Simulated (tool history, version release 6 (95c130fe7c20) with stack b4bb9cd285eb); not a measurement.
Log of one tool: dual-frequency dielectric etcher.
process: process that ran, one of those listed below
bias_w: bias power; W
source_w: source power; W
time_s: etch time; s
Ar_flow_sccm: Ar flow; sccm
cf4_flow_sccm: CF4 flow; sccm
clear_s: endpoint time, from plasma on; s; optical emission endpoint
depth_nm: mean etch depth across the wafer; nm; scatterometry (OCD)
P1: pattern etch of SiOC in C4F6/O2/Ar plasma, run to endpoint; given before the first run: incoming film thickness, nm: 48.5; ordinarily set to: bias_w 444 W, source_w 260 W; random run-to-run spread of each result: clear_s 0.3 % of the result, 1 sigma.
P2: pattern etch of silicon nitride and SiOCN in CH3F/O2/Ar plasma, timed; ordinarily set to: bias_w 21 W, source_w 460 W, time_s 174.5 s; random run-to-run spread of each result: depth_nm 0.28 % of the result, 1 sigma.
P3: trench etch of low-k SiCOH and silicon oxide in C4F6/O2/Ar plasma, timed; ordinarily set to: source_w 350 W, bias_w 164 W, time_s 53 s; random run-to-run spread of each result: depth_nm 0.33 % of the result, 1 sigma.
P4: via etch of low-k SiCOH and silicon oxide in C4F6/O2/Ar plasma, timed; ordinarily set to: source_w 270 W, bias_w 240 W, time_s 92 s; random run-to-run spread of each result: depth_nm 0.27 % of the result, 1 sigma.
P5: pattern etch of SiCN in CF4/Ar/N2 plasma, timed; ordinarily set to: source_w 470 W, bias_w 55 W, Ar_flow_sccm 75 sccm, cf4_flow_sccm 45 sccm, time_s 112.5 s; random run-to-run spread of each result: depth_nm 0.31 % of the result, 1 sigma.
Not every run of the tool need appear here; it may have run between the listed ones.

Run 1, hour 7.3: process P1, bias_w 444 W, source_w 260 W. Result: clear_s 20.099 s.
Run 2, hour 16.3: process P2, bias_w 21 W, source_w 460 W, time_s 96 s. Result: depth_nm 13.151 nm.
Run 3, hour 24.9: process P1, bias_w 444 W, source_w 260 W. Result: clear_s 20.198 s.
Run 4, hour 37.1: process P4, bias_w 240 W, source_w 270 W, time_s 124.5 s. Result: depth_nm 331.39 nm.
Run 5, hour 48.3: process P5, bias_w 55 W, source_w 470 W, time_s 112.5 s, Ar_flow_sccm 75 sccm, cf4_flow_sccm 45 sccm. Result: depth_nm 90.405 nm.
Run 6, hour 59.3: process P1, bias_w 269 W, source_w 260 W. Result: clear_s 24.091 s.
Run 7, hour 68.3: process P1, bias_w 444 W, source_w 260 W. Result: clear_s 20.143 s.
Run 8, hour 79.9: process P1, bias_w 444 W, source_w 260 W. Result: clear_s 20.276 s.
Run 9, hour 86.4: process P5, bias_w 76 W, source_w 470 W, time_s 112.5 s, Ar_flow_sccm 75 sccm, cf4_flow_sccm 45 sccm. Result: depth_nm 101.14 nm.
Run 10, hour 98.7: process P4, bias_w 240 W, source_w 190 W, time_s 92 s. Result: depth_nm 213.9 nm.
Run 11, hour 110.8: process P1, bias_w 444 W, source_w 190 W. Result: clear_s 22.652 s.
Run 12, hour 123.7: process P4, bias_w 147 W, source_w 270 W, time_s 92 s. Result: depth_nm 207.69 nm.
Run 13, hour 132.1: process P5, bias_w 55 W, source_w 470 W, time_s 112.5 s, Ar_flow_sccm 91 sccm, cf4_flow_sccm 45 sccm. Result: depth_nm 87.191 nm.
Run 14, hour 143.4: process P3, bias_w 164 W, source_w 240 W, time_s 53 s. Result: depth_nm 136.32 nm.
Run 15, hour 153.6: process P5, bias_w 55 W, source_w 470 W, time_s 112.5 s, Ar_flow_sccm 75 sccm, cf4_flow_sccm 31 sccm. Result: depth_nm 84.412 nm.
Run 16, hour 167: process P1, bias_w 444 W, source_w 260 W. Result: clear_s 20.259 s.
Run 17, hour 179.3: process P1, bias_w 311 W, source_w 330 W. Result: clear_s 21.02 s.
Run 18, hour 189.4: process P4, bias_w 240 W, source_w 270 W, time_s 92 s. Result: depth_nm 244.26 nm.
Run 19, hour 203.1: process P5, bias_w 55 W, source_w 470 W, time_s 112.5 s, Ar_flow_sccm 75 sccm, cf4_flow_sccm 45 sccm. Result: depth_nm 90.287 nm.
Run 20, hour 215.9: process P1, bias_w 538 W, source_w 260 W. Result: clear_s 18.653 s.
Run 21, hour 225.1: process P2, bias_w 21 W, source_w 460 W, time_s 174.5 s. Result: depth_nm 23.892 nm.
Run 22, hour 237.8: process P2, bias_w 16 W, source_w 460 W, time_s 174.5 s. Result: depth_nm 21.232 nm.
At hour 242.8: source power generator calibrated.
Run 23, hour 247.6: process P1, bias_w 287 W, source_w 200 W. Result: clear_s 25.937 s.
Run 24, hour 256.7: process P5, bias_w 55 W, source_w 600 W, time_s 112.5 s, Ar_flow_sccm 75 sccm, cf4_flow_sccm 45 sccm. Result: depth_nm 111.82 nm.
Run 25, hour 263.4: process P3, bias_w 131 W, source_w 350 W, time_s 53 s. Result: depth_nm 148.33 nm.
Run 26, hour 276.5: process P1, bias_w 565 W, source_w 320 W. Result: clear_s 17.021 s.
Run 27, hour 286.3: process P3, bias_w 164 W, source_w 350 W, time_s 78 s. Result: depth_nm 232.46 nm.

What does the tool deliver on the next run?
Run 28, hour 299.6: process P1, bias_w 444 W, source_w 320 W. Result: clear_s ?.

Logged for run 28: clear_s 18.665 s.
